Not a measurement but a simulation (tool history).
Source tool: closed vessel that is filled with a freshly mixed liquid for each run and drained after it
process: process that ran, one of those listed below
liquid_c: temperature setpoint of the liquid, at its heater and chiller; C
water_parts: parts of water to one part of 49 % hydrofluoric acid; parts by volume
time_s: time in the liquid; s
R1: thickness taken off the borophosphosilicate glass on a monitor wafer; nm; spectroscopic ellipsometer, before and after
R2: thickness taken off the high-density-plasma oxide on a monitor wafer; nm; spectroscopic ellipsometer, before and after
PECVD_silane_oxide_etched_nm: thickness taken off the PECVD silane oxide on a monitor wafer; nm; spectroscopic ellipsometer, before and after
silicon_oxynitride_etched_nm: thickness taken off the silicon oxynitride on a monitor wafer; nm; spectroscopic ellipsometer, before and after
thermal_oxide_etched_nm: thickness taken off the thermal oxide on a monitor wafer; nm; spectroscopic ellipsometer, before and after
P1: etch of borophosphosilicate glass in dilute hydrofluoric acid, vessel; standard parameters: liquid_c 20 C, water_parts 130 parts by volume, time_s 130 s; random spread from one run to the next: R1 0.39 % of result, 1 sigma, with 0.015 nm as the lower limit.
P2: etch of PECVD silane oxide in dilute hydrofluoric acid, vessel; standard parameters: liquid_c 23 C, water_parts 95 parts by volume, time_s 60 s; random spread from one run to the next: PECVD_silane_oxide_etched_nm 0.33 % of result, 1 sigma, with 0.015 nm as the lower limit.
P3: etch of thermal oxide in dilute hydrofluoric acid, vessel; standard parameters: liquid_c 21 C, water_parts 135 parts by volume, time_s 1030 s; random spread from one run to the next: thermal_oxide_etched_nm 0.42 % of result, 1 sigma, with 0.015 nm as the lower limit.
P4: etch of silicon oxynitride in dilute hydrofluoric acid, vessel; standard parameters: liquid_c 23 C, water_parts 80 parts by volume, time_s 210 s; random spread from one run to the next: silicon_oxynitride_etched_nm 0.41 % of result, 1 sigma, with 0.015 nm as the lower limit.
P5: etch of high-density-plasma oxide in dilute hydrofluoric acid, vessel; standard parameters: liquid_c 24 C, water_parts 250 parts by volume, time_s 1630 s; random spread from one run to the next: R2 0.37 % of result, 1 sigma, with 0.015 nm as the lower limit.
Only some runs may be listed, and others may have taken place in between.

run 1 hour=9.8 | process=P1 liquid_c=20 water_parts=130 time_s=130 | R1=41.751
run 2 hour=20.2 | process=P5 liquid_c=24 water_parts=435 time_s=1630 | R2=15.696
run 3 hour=25.2 | process=P1 liquid_c=20 water_parts=130 time_s=130 | R1=41.701
run 4 hour=30.7 | process=P2 liquid_c=23 water_parts=95 time_s=115 | PECVD_silane_oxide_etched_nm=58.048
run 5 hour=40.5 | process=P5 liquid_c=24 water_parts=250 time_s=3270 | R2=64.638
run 6 hour=49.4 | process=P1 liquid_c=20 water_parts=130 time_s=130 | R1=41.908
run 7 hour=56.8 | process=P2 liquid_c=23 water_parts=25 time_s=60 | PECVD_silane_oxide_etched_nm=125.94
run 8 hour=64.8 | process=P1 liquid_c=20 water_parts=130 time_s=130 | R1=41.877
run 9 hour=71.8 | process=P1 liquid_c=20 water_parts=45 time_s=130 | R1=133.3
-- hour=74.7 hydrofluoric acid flow meter replaced
run 10 hour=78.8 | process=P4 liquid_c=23 water_parts=20 time_s=210 | silicon_oxynitride_etched_nm=49.587
run 11 hour=84.7 | process=P1 liquid_c=20 water_parts=225 time_s=130 | R1=21.963
run 12 hour=93.8 | process=P2 liquid_c=23 water_parts=95 time_s=60 | PECVD_silane_oxide_etched_nm=30.341
run 13 hour=104.4 | process=P1 liquid_c=28 water_parts=130 time_s=130 | R1=56.571
run 14 hour=115.6 | process=P4 liquid_c=23 water_parts=80 time_s=210 | silicon_oxynitride_etched_nm=11.877
run 15 hour=124.4 | process=P1 liquid_c=20 water_parts=130 time_s=30 | R1=9.6935
run 16 hour=132.1 | process=P1 liquid_c=20 water_parts=130 time_s=130 | R1=41.901
run 17 hour=138.6 | process=P3 liquid_c=21 water_parts=135 time_s=1030 | thermal_oxide_etched_nm=29.857
run 18 hour=146.3 | process=P2 liquid_c=23 water_parts=95 time_s=60 | PECVD_silane_oxide_etched_nm=30.492
run 19 hour=153.8 | process=P1 liquid_c=17 water_parts=130 time_s=130 | R1=37.075
run 20 hour=161.6 | process=P5 liquid_c=17 water_parts=250 time_s=1630 | R2=25.059
run 21 hour=172.1 | process=P3 liquid_c=21 water_parts=215 time_s=1030 | thermal_oxide_etched_nm=17.393
run 22 hour=182.2 | process=P1 liquid_c=20 water_parts=130 time_s=220 | R1=70.868
run 23 hour=189.5 | process=P5 liquid_c=24 water_parts=250 time_s=1630 | R2=32.557
run 24 hour=200.4 | process=P2 liquid_c=17 water_parts=95 time_s=60 | PECVD_silane_oxide_etched_nm=23.602

Run 25 is up next; what results do you expect?
run 25 hour=208.1 | process=P3 liquid_c=21 water_parts=135 time_s=2020 | thermal_oxide_etched_nm=?

{"run 25": {"thermal_oxide_etched_nm": 58.566}}

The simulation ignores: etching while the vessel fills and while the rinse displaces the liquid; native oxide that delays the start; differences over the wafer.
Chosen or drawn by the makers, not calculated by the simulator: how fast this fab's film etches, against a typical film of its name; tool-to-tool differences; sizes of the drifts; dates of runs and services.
